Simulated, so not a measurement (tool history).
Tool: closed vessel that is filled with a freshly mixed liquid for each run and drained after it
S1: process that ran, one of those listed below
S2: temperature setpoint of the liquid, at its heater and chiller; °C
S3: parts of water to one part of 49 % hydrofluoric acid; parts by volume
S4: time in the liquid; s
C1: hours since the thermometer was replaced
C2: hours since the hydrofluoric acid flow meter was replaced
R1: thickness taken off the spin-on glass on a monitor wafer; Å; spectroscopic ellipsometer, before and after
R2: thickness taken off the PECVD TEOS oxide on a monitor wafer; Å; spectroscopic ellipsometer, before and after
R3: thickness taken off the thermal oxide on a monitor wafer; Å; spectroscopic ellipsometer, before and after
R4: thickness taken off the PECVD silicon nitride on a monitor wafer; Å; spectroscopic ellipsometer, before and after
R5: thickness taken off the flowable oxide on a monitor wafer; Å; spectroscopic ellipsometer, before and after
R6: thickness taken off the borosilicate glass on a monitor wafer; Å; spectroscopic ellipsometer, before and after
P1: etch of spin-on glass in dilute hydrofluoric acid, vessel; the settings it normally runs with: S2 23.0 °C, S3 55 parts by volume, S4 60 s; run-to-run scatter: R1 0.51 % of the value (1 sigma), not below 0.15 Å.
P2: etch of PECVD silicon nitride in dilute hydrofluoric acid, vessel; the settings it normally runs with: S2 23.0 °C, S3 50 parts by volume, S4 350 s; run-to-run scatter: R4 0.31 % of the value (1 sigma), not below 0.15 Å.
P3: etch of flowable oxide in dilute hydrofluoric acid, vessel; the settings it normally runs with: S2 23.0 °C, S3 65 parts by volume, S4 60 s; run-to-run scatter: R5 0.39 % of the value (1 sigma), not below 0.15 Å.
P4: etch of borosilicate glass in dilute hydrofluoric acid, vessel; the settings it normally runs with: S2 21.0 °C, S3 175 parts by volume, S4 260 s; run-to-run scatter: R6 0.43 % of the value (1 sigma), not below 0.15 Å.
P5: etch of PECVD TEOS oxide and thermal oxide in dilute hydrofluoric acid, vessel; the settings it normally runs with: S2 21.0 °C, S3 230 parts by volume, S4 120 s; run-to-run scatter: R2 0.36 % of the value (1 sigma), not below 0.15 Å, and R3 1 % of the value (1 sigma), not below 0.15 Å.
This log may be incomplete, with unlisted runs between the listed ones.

run	hour	S1	S2	S3	S4	C1	C2	R1	R2	R3	R4	R5	R6
1	2.2	P1	23.0	55	60	516.0	75.2	404.14					
2	6.3	P1	23.0	20	60	520.1	79.3	1165.60					
3	8.7	P1	18.5	75	60	522.5	81.7	241.94					
4	10.7	P5	21.0	45	120	524.5	83.7		486.660	124.690			
5	13.6	P1	23.0	55	60	527.4	86.6	408.58					
6	16.3	P1	23.0	55	60	530.1	89.3	403.90					
7	19.0	P1	17.0	55	60	532.8	92.0	312.63					
8	22.3	P1	31.0	55	60	536.1	95.3	558.68					
9	24.9	P1	23.0	55	30	538.7	97.9	202.75					
10	28.3	P2	23.0	20	350	542.1	101.3				332.93		
11	32.1	P1	23.0	80	60	545.9	105.1	269.94					
12	35.3	P5	21.0	230	215	549.1	108.3		138.870	35.330			
13	38.5	P5	21.0	230	120	552.3	111.5		77.833	19.735			
14	40.4	P3	23.0	65	60	554.2	113.4					569.98	
15	43.8	P2	23.0	50	620	557.6	116.8				243.88		
16	46.1	P4	21.0	325	260	559.9	119.1						179.16
17	49.8	P1	23.0	55	60	563.6	122.8	405.38					
18	53.4	P3	30.0	65	60	567.2	126.4					752.09	
19	56.9	P2	23.0	50	350	570.7	129.9				138.05		
20	60.1	P1	17.0	55	90	573.9	133.1	475.29					
21	64.5	P4	21.0	175	470	578.3	137.5						699.45
22	68.8	P2	18.5	50	350	582.6	141.8				100.00		
23	72.6	P1	23.0	55	60	586.4	145.6	407.36					
24	74.7	P1	23.0	55	115	588.5	147.7	781.53					
25	79.2	P4	17.0	175	260	593.0	152.2						328.49
26	82.3	P3	23.0	65	120	596.1	155.3					1140.10	
27	86.7	P1	23.0	55	60	600.5	159.7	404.72					
28	88.7	P5	27.0	230	120	602.5	161.7		96.989	24.614			
29	92.9	P3	23.0	110	60	606.7	165.9					318.52	
30	95.8	P4	21.0	175	260	609.6	168.8						381.72
31	98.5	P1	23.0	55	60	612.3	171.5	408.08					
32	102.2	P1	23.0	55	60	616.0	175.2	391.82					
33	104.5	P1	23.0	55	60	618.3	177.5	391.00					
34	107.4	P1	23.0	55	60	621.2	180.4	385.82					
35	110.1	P1	23.0	55	60	623.9	183.1	385.60					
36	114.6	P1	23.0	55	60	628.4	187.6	376.84					
37	116.9	P1	23.0	55	60	630.7	189.9	378.65					
38	121.2	P1	23.0	55	60	635.0	194.2	376.33					
39	124.2	P1	23.0	55	60	638.0	197.2	375.45					
40	128.6	P1	23.0	55	60	642.4	201.6	374.22					
41	131.8	P1	23.0	55	60	645.6	204.8	376.05					

The log shows P1 creeping away from where it was. Any of the 2 causes listed here, at the size stated for it, fits the log just as well as the others:
A: hydrofluoric acid flow below the setpoint (%) = 7.35
B: liquid colder than its thermometer reads (K) = 1.97
The onset of the drift is placed at about hour 98.5.

Listed below are the offered check runs, one wafer per run, with question marks in place of results. For which of them would the causes give clearly different outcomes?
check 1	135.0	P5	21.0	60	120				?	?			
check 2	135.0	P3	23.0	105	115							?	
check 3	135.0	P2	23.0	20	350						?		
check 4	135.0	P4	17.0	175	425								?

What each check would give under each cause:
check	result	if A	if B
check 1	R2	329.220	328.900
check 1	R3	83.655	83.573
check 2	R5	588.24	592.37
check 3	R4	309.42	290.24
check 4	R6	492.01	496.37
Per-check spread between the two closest causes, in the result where they differ most: check 1 0.1 %; check 2 0.7 %; check 3 6.4 %; check 4 0.88 %
Only check 3 tells the causes apart: in the others they would give nearly the same result.

The results of check 3 are: R4 310.14 Å. Based on these, which of the listed causes is it?

The correct cause is A, namely: hydrofluoric acid flow below the setpoint (%).
